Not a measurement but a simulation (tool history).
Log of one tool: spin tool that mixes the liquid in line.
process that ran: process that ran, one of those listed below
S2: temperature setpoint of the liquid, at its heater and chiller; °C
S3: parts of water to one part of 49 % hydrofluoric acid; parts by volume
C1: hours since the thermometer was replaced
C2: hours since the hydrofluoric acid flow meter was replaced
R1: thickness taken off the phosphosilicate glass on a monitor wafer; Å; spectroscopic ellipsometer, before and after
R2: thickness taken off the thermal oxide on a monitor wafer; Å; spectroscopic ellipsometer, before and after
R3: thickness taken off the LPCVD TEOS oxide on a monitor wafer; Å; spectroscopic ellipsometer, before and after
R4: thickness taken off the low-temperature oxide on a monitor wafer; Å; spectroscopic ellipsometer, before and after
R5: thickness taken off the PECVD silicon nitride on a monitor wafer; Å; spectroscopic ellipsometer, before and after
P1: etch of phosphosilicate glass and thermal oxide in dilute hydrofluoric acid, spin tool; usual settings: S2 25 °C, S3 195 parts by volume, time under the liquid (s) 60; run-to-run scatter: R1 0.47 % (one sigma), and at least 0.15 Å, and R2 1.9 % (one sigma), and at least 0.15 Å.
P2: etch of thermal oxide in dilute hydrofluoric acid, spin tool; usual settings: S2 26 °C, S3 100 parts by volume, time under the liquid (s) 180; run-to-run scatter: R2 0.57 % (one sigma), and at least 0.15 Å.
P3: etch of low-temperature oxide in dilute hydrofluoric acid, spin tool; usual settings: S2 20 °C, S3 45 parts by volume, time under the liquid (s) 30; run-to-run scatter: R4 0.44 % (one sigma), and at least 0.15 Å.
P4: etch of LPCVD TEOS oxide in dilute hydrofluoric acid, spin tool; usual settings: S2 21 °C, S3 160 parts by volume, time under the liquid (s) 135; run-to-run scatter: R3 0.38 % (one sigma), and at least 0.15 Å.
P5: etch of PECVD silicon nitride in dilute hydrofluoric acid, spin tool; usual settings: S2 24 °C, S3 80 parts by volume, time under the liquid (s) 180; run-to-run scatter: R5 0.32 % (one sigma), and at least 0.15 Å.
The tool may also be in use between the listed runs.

Run 1, hour 14.6: process that ran P1, S2 25 °C, S3 195 parts by volume, time under the liquid (s) 60; C1 1181; C2 172.5. Result: R1 250.84 Å, R2 13.513 Å.
Run 2, hour 24.1: process that ran P2, S2 26 °C, S3 100 parts by volume, time under the liquid (s) 180; C1 1190.5; C2 182. Result: R2 96.199 Å.
Run 3, hour 35.9: process that ran P1, S2 25 °C, S3 195 parts by volume, time under the liquid (s) 15; C1 1202.3; C2 193.8. Result: R1 62.611 Å, R2 3.4136 Å.
Run 4, hour 44.6: process that ran P1, S2 25 °C, S3 275 parts by volume, time under the liquid (s) 60; C1 1211; C2 202.5. Result: R1 163.22 Å, R2 8.5373 Å.
Run 5, hour 57.5: process that ran P4, S2 21 °C, S3 260 parts by volume, time under the liquid (s) 135; C1 1223.9; C2 215.4. Result: R3 65.331 Å.
Run 6, hour 67.3: process that ran P3, S2 20 °C, S3 45 parts by volume, time under the liquid (s) 30; C1 1233.7; C2 225.2. Result: R4 73.869 Å.
Run 7, hour 74.8: process that ran P5, S2 24 °C, S3 50 parts by volume, time under the liquid (s) 180; C1 1241.2; C2 232.7. Result: R5 148.59 Å.
Run 8, hour 88.9: process that ran P1, S2 17 °C, S3 335 parts by volume, time under the liquid (s) 60; C1 1255.3; C2 246.8. Result: R1 95.702 Å, R2 5.2615 Å.
Run 9, hour 96.1: process that ran P4, S2 21 °C, S3 160 parts by volume, time under the liquid (s) 20; C1 1262.5; C2 254. Result: R3 17.578 Å.
Run 10, hour 108.9: process that ran P2, S2 31 °C, S3 100 parts by volume, time under the liquid (s) 180; C1 1275.3; C2 266.8. Result: R2 115.96 Å.
Run 11, hour 118.2: process that ran P3, S2 20 °C, S3 45 parts by volume, time under the liquid (s) 45; C1 1284.6; C2 276.1. Result: R4 109.91 Å.
Run 12, hour 132.5: process that ran P4, S2 21 °C, S3 160 parts by volume, time under the liquid (s) 135; C1 1298.9; C2 290.4. Result: R3 117.38 Å.
Run 13, hour 145.3: process that ran P5, S2 24 °C, S3 80 parts by volume, time under the liquid (s) 180; C1 1311.7; C2 303.2. Result: R5 93.154 Å.
Run 14, hour 160.5: process that ran P1, S2 25 °C, S3 30 parts by volume, time under the liquid (s) 60; C1 1326.9; C2 318.4. Result: R1 1995.6 Å, R2 106.03 Å.
Run 15, hour 173.4: process that ran P1, S2 33 °C, S3 40 parts by volume, time under the liquid (s) 60; C1 1339.8; C2 331.3. Result: R1 2043.1 Å, R2 108.19 Å.
Run 16, hour 184.2: process that ran P3, S2 27 °C, S3 45 parts by volume, time under the liquid (s) 30; C1 1350.6; C2 342.1. Result: R4 98.404 Å.
Run 17, hour 195.2: process that ran P1, S2 29.5 °C, S3 195 parts by volume, time under the liquid (s) 60; C1 1361.6; C2 353.1. Result: R1 291.9 Å, R2 15.514 Å.
Run 18, hour 203.8: process that ran P5, S2 30 °C, S3 80 parts by volume, time under the liquid (s) 180; C1 1370.2; C2 361.7. Result: R5 138.95 Å.
Run 19, hour 216.3: process that ran P1, S2 20.5 °C, S3 195 parts by volume, time under the liquid (s) 60; C1 1382.7; C2 374.2. Result: R1 211.82 Å, R2 11.756 Å.
Run 20, hour 226.7: process that ran P1, S2 25 °C, S3 195 parts by volume, time under the liquid (s) 60; C1 1393.1; C2 384.6. Result: R1 250.45 Å, R2 13.644 Å.
Run 21, hour 240.7: process that ran P2, S2 26 °C, S3 100 parts by volume, time under the liquid (s) 180; C1 1407.1; C2 398.6. Result: R2 96.37 Å.
Run 22, hour 252.5: process that ran P2, S2 26 °C, S3 40 parts by volume, time under the liquid (s) 180; C1 1418.9; C2 410.4. Result: R2 262.46 Å.
Run 23, hour 263: process that ran P2, S2 26 °C, S3 100 parts by volume, time under the liquid (s) 365; C1 1429.4; C2 420.9. Result: R2 195.72 Å.
Run 24, hour 272.7: process that ran P1, S2 25 °C, S3 195 parts by volume, time under the liquid (s) 60; C1 1439.1; C2 430.6. Result: R1 252.56 Å, R2 13.723 Å.
Run 25, hour 281.5: process that ran P1, S2 25 °C, S3 195 parts by volume, time under the liquid (s) 100; C1 1447.9; C2 439.4. Result: R1 417.14 Å, R2 22.57 Å.
Run 26, hour 294.5: process that ran P1, S2 25 °C, S3 195 parts by volume, time under the liquid (s) 60; C1 1460.9; C2 452.4. Result: R1 251.37 Å, R2 13.534 Å.
Run 27, hour 308: process that ran P3, S2 20 °C, S3 70 parts by volume, time under the liquid (s) 30; C1 1474.4; C2 465.9. Result: R4 46.061 Å.
Run 28, hour 320.5: process that ran P4, S2 28.5 °C, S3 160 parts by volume, time under the liquid (s) 135; C1 1486.9; C2 478.4. Result: R3 155.95 Å.
Run 29, hour 333.8: process that ran P5, S2 24 °C, S3 80 parts by volume, time under the liquid (s) 345; C1 1500.2; C2 491.7. Result: R5 180.42 Å.
Run 30, hour 343.6: process that ran P4, S2 21 °C, S3 160 parts by volume, time under the liquid (s) 135; C1 1510; C2 501.5. Result: R3 118 Å.
Run 31, hour 359.4: process that ran P1, S2 21.5 °C, S3 335 parts by volume, time under the liquid (s) 60; C1 1525.8; C2 517.3. Result: R1 111.63 Å, R2 6.1318 Å.
Run 32, hour 370.3: process that ran P1, S2 25 °C, S3 195 parts by volume, time under the liquid (s) 60; C1 1536.7; C2 528.2. Result: R1 250.93 Å, R2 14.213 Å.
Run 33, hour 380.7: process that ran P1, S2 25 °C, S3 195 parts by volume, time under the liquid (s) 60; C1 1547.1; C2 538.6. Result: R1 258.42 Å, R2 13.888 Å.
Run 34, hour 389: process that ran P1, S2 25 °C, S3 195 parts by volume, time under the liquid (s) 60; C1 1555.4; C2 546.9. Result: R1 262.91 Å, R2 14.251 Å.
Run 35, hour 396.6: process that ran P1, S2 25 °C, S3 195 parts by volume, time under the liquid (s) 60; C1 1563; C2 554.5. Result: R1 262.49 Å, R2 14.732 Å.
Run 36, hour 410.2: process that ran P1, S2 25 °C, S3 195 parts by volume, time under the liquid (s) 60; C1 1576.6; C2 568.1. Result: R1 262.97 Å, R2 13.947 Å.
Run 37, hour 425.1: process that ran P1, S2 25 °C, S3 195 parts by volume, time under the liquid (s) 60; C1 1591.5; C2 583. Result: R1 266.11 Å, R2 14.924 Å.
Run 38, hour 440.1: process that ran P1, S2 25 °C, S3 195 parts by volume, time under the liquid (s) 60; C1 1606.5; C2 598. Result: R1 266.9 Å, R2 14.415 Å.

What P1 gives has crept away from where it was. These 2 causes fit the log equally well, each at the size given:
A: hydrofluoric acid flow above the setpoint (%) = 5.03
B: liquid hotter than its thermometer reads (K) = 1.64
The creep began at about hour 370.3.

4 check runs are offered, one wafer each, their results left as question marks. Which one tells the causes apart?
Run check 1, hour 455.1: process that ran P3, S2 24 °C, S3 70 parts by volume, time under the liquid (s) 30. Result: R4 ?.
Run check 2, hour 455.1: process that ran P4, S2 21 °C, S3 160 parts by volume, time under the liquid (s) 65. Result: R3 ?.
Run check 3, hour 455.1: process that ran P5, S2 24 °C, S3 80 parts by volume, time under the liquid (s) 310. Result: R5 ?.
Run check 4, hour 455.1: process that ran P2, S2 29 °C, S3 50 parts by volume, time under the liquid (s) 180. Result: R2 ?.

What each check would give under each cause:
  check  result    if A    if B
check 1      R4  57.176  57.903
check 2      R3  60.003  60.396
check 3      R5  169.48  179.97
check 4      R2  245.07     248
How far apart the two closest causes lie, in the result that separates them most: check 1 1.26 %; check 2 0.65 %; check 3 6 %; check 4 1.19 %
Only check 3 tells the causes apart: in the others they would give nearly the same result.

Check 3 was then run and gave: R5 169.79 Å. Which cause is it?

It is A: hydrofluoric acid flow above the setpoint (%).

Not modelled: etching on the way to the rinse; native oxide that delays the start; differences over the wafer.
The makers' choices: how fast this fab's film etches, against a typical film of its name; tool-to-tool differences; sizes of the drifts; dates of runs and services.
